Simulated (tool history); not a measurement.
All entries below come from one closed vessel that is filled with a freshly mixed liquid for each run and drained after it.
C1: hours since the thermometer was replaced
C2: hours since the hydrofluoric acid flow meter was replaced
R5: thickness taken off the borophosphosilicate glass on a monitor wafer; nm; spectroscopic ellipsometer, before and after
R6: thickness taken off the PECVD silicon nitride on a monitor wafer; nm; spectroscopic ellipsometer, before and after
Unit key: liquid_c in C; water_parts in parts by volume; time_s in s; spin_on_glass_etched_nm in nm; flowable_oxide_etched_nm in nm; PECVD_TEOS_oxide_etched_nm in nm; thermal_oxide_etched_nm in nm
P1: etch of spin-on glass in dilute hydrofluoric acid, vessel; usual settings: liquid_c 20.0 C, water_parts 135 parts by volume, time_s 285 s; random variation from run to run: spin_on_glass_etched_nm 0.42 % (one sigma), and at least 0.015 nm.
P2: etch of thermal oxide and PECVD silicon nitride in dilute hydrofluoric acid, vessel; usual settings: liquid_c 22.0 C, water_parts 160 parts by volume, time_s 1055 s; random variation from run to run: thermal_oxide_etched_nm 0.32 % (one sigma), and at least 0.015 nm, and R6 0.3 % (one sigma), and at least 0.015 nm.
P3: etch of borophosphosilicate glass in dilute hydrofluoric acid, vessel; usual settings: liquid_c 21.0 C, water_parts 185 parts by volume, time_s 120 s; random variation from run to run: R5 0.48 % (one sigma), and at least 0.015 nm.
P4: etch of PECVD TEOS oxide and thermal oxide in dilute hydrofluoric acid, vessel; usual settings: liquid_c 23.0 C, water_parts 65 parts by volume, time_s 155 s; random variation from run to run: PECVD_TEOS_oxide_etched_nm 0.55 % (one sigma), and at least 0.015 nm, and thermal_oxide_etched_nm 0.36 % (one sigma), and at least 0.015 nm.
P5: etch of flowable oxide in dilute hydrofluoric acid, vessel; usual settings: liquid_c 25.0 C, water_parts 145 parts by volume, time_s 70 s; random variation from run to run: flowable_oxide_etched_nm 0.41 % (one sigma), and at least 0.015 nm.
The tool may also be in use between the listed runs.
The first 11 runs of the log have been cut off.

Run 12, hour 60.0: process P3, liquid_c 17.0 C, water_parts 185 parts by volume, time_s 120 s; C1 294.8; C2 612.0. Result: R5 25.385 nm.
Run 13, hour 64.0: process P2, liquid_c 29.5 C, water_parts 160 parts by volume, time_s 1055 s; C1 298.8; C2 616.0. Result: thermal_oxide_etched_nm 33.1020 nm, R6 37.464 nm.
Run 14, hour 68.4: process P5, liquid_c 25.0 C, water_parts 75 parts by volume, time_s 70 s; C1 303.2; C2 620.4. Result: flowable_oxide_etched_nm 23.018 nm.
Run 15, hour 73.6: process P4, liquid_c 17.0 C, water_parts 65 parts by volume, time_s 155 s; C1 308.4; C2 625.6. Result: PECVD_TEOS_oxide_etched_nm 29.628 nm, thermal_oxide_etched_nm 8.5229 nm.
Run 16, hour 77.9: process P1, liquid_c 20.0 C, water_parts 205 parts by volume, time_s 285 s; C1 312.7; C2 629.9. Result: spin_on_glass_etched_nm 34.3240 nm.
Run 17, hour 82.1: process P1, liquid_c 17.0 C, water_parts 135 parts by volume, time_s 100 s; C1 316.9; C2 634.1. Result: spin_on_glass_etched_nm 17.5160 nm.
Run 18, hour 87.9: process P2, liquid_c 22.0 C, water_parts 220 parts by volume, time_s 1055 s; C1 322.7; C2 639.9. Result: thermal_oxide_etched_nm 17.1520 nm, R6 17.068 nm.
Run 19, hour 93.9: process P1, liquid_c 20.0 C, water_parts 55 parts by volume, time_s 285 s; C1 328.7; C2 645.9. Result: spin_on_glass_etched_nm 150.2700 nm.
Run 20, hour 97.3: process P4, liquid_c 23.0 C, water_parts 110 parts by volume, time_s 155 s; C1 332.1; C2 649.3. Result: PECVD_TEOS_oxide_etched_nm 21.471 nm, thermal_oxide_etched_nm 6.0996 nm.
Run 21, hour 102.6: process P1, liquid_c 20.0 C, water_parts 135 parts by volume, time_s 30 s; C1 337.4; C2 654.6. Result: spin_on_glass_etched_nm 5.8817 nm.
Run 22, hour 106.9: process P5, liquid_c 29.5 C, water_parts 145 parts by volume, time_s 70 s; C1 341.7; C2 658.9. Result: flowable_oxide_etched_nm 13.002 nm.
Run 23, hour 113.2: process P2, liquid_c 22.0 C, water_parts 160 parts by volume, time_s 1670 s; C1 348.0; C2 665.2. Result: thermal_oxide_etched_nm 39.4360 nm, R6 36.956 nm.
Run 24, hour 120.2: process P1, liquid_c 20.0 C, water_parts 135 parts by volume, time_s 285 s; C1 355.0; C2 672.2. Result: spin_on_glass_etched_nm 56.5440 nm.
Run 25, hour 123.6: process P1, liquid_c 17.0 C, water_parts 135 parts by volume, time_s 285 s; C1 358.4; C2 675.6. Result: spin_on_glass_etched_nm 49.7670 nm.
Run 26, hour 127.7: process P1, liquid_c 20.0 C, water_parts 135 parts by volume, time_s 285 s; C1 362.5; C2 679.7. Result: spin_on_glass_etched_nm 56.1890 nm.
Run 27, hour 133.4: process P3, liquid_c 21.0 C, water_parts 185 parts by volume, time_s 65 s; C1 368.2; C2 685.4. Result: R5 15.999 nm.
Run 28, hour 140.3: process P1, liquid_c 20.0 C, water_parts 135 parts by volume, time_s 285 s; C1 375.1; C2 692.3. Result: spin_on_glass_etched_nm 56.0540 nm.
Run 29, hour 146.8: process P1, liquid_c 20.0 C, water_parts 135 parts by volume, time_s 460 s; C1 381.6; C2 698.8. Result: spin_on_glass_etched_nm 90.4920 nm.
Run 30, hour 150.7: process P5, liquid_c 25.0 C, water_parts 145 parts by volume, time_s 120 s; C1 385.5; C2 702.7. Result: flowable_oxide_etched_nm 18.762 nm.
Run 31, hour 156.2: process P3, liquid_c 21.0 C, water_parts 185 parts by volume, time_s 120 s; C1 391.0; C2 708.2. Result: R5 29.572 nm.
Run 32, hour 160.3: process P4, liquid_c 23.0 C, water_parts 65 parts by volume, time_s 265 s; C1 395.1; C2 712.3. Result: PECVD_TEOS_oxide_etched_nm 65.502 nm, thermal_oxide_etched_nm 18.7330 nm.
Run 33, hour 165.6: process P1, liquid_c 20.0 C, water_parts 135 parts by volume, time_s 285 s; C1 400.4; C2 717.6. Result: spin_on_glass_etched_nm 56.4220 nm.
Run 34, hour 170.6: process P1, liquid_c 20.0 C, water_parts 135 parts by volume, time_s 285 s; C1 405.4; C2 722.6. Result: spin_on_glass_etched_nm 54.6130 nm.
Run 35, hour 176.5: process P1, liquid_c 20.0 C, water_parts 135 parts by volume, time_s 285 s; C1 411.3; C2 728.5. Result: spin_on_glass_etched_nm 53.5640 nm.

What does the tool deliver on the next run?
Run 36, hour 181.4: process P1, liquid_c 20.0 C, water_parts 135 parts by volume, time_s 285 s; C1 416.2; C2 733.4. Result: spin_on_glass_etched_nm ?.

{"run 36": {"spin_on_glass_etched_nm": 52.469}}

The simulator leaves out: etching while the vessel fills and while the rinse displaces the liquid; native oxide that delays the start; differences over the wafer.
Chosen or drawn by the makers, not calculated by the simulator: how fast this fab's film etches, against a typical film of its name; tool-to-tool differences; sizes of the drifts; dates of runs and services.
